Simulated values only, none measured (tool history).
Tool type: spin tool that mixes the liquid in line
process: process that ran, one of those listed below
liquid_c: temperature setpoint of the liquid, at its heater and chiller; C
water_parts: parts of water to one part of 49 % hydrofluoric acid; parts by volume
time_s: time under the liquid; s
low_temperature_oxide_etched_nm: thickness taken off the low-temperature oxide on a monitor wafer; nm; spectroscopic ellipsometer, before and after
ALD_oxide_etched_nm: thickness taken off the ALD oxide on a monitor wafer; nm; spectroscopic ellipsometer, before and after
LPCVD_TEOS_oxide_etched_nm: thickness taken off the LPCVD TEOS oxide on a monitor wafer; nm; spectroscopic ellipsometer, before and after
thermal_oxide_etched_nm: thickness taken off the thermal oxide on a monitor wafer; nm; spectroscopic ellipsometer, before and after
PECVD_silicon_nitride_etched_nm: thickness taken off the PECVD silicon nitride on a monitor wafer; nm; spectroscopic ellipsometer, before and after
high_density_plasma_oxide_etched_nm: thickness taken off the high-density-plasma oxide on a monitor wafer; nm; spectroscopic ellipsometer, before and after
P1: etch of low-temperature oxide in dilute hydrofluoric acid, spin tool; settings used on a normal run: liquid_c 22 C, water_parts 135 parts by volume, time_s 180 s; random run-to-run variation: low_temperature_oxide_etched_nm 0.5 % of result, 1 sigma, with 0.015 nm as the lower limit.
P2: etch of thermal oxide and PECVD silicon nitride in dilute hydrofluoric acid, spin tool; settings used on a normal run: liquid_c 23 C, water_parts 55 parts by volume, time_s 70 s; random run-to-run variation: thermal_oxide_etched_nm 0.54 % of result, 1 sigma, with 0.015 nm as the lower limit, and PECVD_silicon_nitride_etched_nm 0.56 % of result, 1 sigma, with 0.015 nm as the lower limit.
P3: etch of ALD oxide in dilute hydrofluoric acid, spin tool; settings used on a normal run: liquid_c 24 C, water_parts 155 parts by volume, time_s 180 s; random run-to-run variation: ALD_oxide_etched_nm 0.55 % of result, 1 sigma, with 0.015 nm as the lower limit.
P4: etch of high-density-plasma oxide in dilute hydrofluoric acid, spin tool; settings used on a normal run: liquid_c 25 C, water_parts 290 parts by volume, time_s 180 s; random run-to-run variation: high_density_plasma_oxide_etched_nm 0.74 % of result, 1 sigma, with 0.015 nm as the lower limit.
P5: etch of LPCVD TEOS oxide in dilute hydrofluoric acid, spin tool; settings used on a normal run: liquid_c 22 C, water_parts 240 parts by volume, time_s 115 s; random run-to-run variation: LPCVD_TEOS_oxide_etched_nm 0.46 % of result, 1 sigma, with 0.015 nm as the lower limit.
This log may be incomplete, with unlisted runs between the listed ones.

run	hour	process	liquid_c	water_parts	time_s	hours since the thermometer was replaced	hours since the hydrofluoric acid flow meter was replaced	low_temperature_oxide_etched_nm	ALD_oxide_etched_nm	LPCVD_TEOS_oxide_etched_nm	thermal_oxide_etched_nm	PECVD_silicon_nitride_etched_nm	high_density_plasma_oxide_etched_nm
1	4.4	P1	22	135	180	1574	1054.1	21.751					
2	13.4	P1	22	45	180	1583	1063.1	73.13					
3	19.3	P3	24	70	180	1588.9	1069		25.446				
# hour 24: hydrofluoric acid flow meter replaced
4	25.8	P1	22	135	180	1595.4	1.9	21.81					
5	32.7	P5	22	430	115	1602.3	8.8			9.3617			
6	40.3	P2	17	55	70	1609.9	16.4				4.7659	3.8889	
7	45.4	P2	23	55	70	1615	21.5				6.1554	5.8656	
8	54.4	P1	22	135	180	1624	30.5	21.786					
9	63.3	P1	22	135	180	1632.9	39.4	21.664					
10	71.6	P3	24	155	15	1641.2	47.7		0.87017				
11	76.2	P2	23	55	70	1645.8	52.3				6.1305	5.9476	
12	83	P4	20	290	180	1652.6	59.1						2.979
13	87.6	P4	25	290	350	1657.2	63.7						7.1249
14	93.3	P5	17	240	115	1662.9	69.4			16.303			
15	102.1	P1	22	135	20	1671.7	78.2	2.4262					
16	108.7	P3	31.5	155	180	1678.3	84.8		13.494				
17	114.9	P1	22	135	180	1684.5	91	21.786					
18	121	P4	25	290	180	1690.6	97.1						3.6224
19	129.1	P5	22	240	175	1698.7	105.2			30.319			
20	137.5	P2	23	20	70	1707.1	113.6				17.619	15.741	
21	145.4	P5	22	240	115	1715	121.5			19.935			
22	154.1	P1	17.5	135	180	1723.7	130.2	18.092					
23	160.6	P4	25	180	180	1730.2	136.7						6.524
24	165.4	P2	23	55	120	1735	141.5				10.483	10.185	
25	169.3	P1	22	215	180	1738.9	145.4	12.484					
26	178	P1	22	135	355	1747.6	154.1	42.809					
27	186.8	P3	24	155	180	1756.4	162.9		10.238				
28	194.9	P1	29.5	135	180	1764.5	171	28.804					
29	200.4	P1	17	190	180	1770	176.5	11.937					
30	209.5	P1	22	135	180	1779.1	185.6	21.474					
31	214.2	P1	22	135	180	1783.8	190.3	21.142					
32	221.8	P1	22	135	180	1791.4	197.9	20.558					
33	226.7	P1	22	135	180	1796.3	202.8	20.261					
34	232.2	P1	22	135	180	1801.8	208.3	20.164					
35	239.3	P1	22	135	180	1808.9	215.4	20.034					
36	244.3	P1	22	135	180	1813.9	220.4	19.904					
37	253.2	P1	22	135	180	1822.8	229.3	20.059					

The output of P1 has drifted from where it used to be. Each of the 2 causes below, taken at the size shown beside it, accounts for the log equally well:
A: hydrofluoric acid flow below the setpoint (%) = 6.85
B: liquid colder than its thermometer reads (K) = 2.06
Creep in the process output first set in at about hour 209.5.

Below are 4 check runs, each on a single wafer, with their results shown as question marks. Which of them would tell the listed causes apart, meaning the causes would give clearly different results under it?
check 1	262.1	P2	23	55	70						?	?	
check 2	262.1	P4	25	290	180								?
check 3	262.1	P5	22	240	115					?			
check 4	262.1	P3	24	155	180				?				

Predicted outcomes, by check and by cause:
check	result	if A	if B
check 1	thermal_oxide_etched_nm	5.6501	5.5952
check 1	PECVD_silicon_nitride_etched_nm	5.5282	5.1477
check 2	high_density_plasma_oxide_etched_nm	3.3017	3.3689
check 3	LPCVD_TEOS_oxide_etched_nm	18.261	18.469
check 4	ALD_oxide_etched_nm	9.4681	9.5109
Distance between the nearest two causes, measured in the result of the check that separates them most: check 1 7.13 %; check 2 2.01 %; check 3 1.13 %; check 4 0.45 %
Only check 1 tells the causes apart: in the others they would give nearly the same result.

Check 1 was carried out, with these results: thermal_oxide_etched_nm 5.6088 nm; PECVD_silicon_nitride_etched_nm 5.1533 nm. Which of the listed causes is responsible?

Of the candidate causes, it is B: liquid colder than its thermometer reads (K).
